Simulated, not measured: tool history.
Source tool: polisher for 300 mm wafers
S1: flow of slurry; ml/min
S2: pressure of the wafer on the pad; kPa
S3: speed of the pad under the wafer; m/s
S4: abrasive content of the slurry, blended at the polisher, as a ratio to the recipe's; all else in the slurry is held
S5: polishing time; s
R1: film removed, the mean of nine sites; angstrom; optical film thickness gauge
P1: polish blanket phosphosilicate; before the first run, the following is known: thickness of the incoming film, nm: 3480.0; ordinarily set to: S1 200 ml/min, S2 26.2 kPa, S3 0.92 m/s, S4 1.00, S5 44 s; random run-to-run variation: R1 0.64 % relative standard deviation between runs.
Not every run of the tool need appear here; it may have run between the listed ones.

| run | hour | S1 | S2 | S3 | S4 | S5 | R1 |
|---|---|---|---|---|---|---|---|
| 1 | 6.0 | 200 | 26.2 | 0.92 | 1.00 | 44 | 3688.5 |
| 2 | 10.0 | 200 | 26.2 | 0.92 | 0.60 | 44 | 2817.0 |
|  | 11.0 | worn pad replaced by a new one |
| 3 | 15.3 | 200 | 26.2 | 0.92 | 1.00 | 44 | 3627.1 |
| 4 | 21.3 | 200 | 26.2 | 0.92 | 1.00 | 30 | 2497.0 |
|  | 23.5 | conditioning disc replaced and pad reconditioned |
| 5 | 26.6 | 200 | 26.2 | 0.92 | 1.00 | 67 | 5525.6 |
| 6 | 32.3 | 200 | 26.2 | 0.92 | 1.00 | 44 | 3591.3 |
| 7 | 35.9 | 200 | 26.2 | 0.92 | 1.45 | 44 | 4259.7 |
| 8 | 42.4 | 120 | 26.2 | 0.92 | 1.00 | 44 | 3355.8 |
| 9 | 46.7 | 305 | 26.2 | 0.92 | 1.00 | 44 | 3833.6 |
| 10 | 53.2 | 200 | 26.2 | 1.32 | 1.00 | 44 | 4854.8 |
|  | 53.6 | slurry blender recalibrated |
| 11 | 57.7 | 200 | 11.7 | 0.92 | 1.00 | 44 | 1639.2 |
| 12 | 63.5 | 200 | 26.2 | 0.92 | 1.00 | 44 | 3661.3 |
| 13 | 69.6 | 200 | 26.2 | 0.92 | 1.00 | 44 | 3662.1 |
| 14 | 74.4 | 200 | 34.5 | 0.92 | 1.00 | 44 | 4809.9 |
| 15 | 77.8 | 135 | 26.2 | 0.92 | 1.40 | 44 | 3913.2 |
| 16 | 82.5 | 200 | 26.2 | 0.92 | 1.00 | 44 | 3641.5 |

Run 17 is up next; what results do you expect?
| 17 | 86.2 | 200 | 26.2 | 0.42 | 1.00 | 44 | ? |

Logged for run 17: R1 1949.4 angstrom.
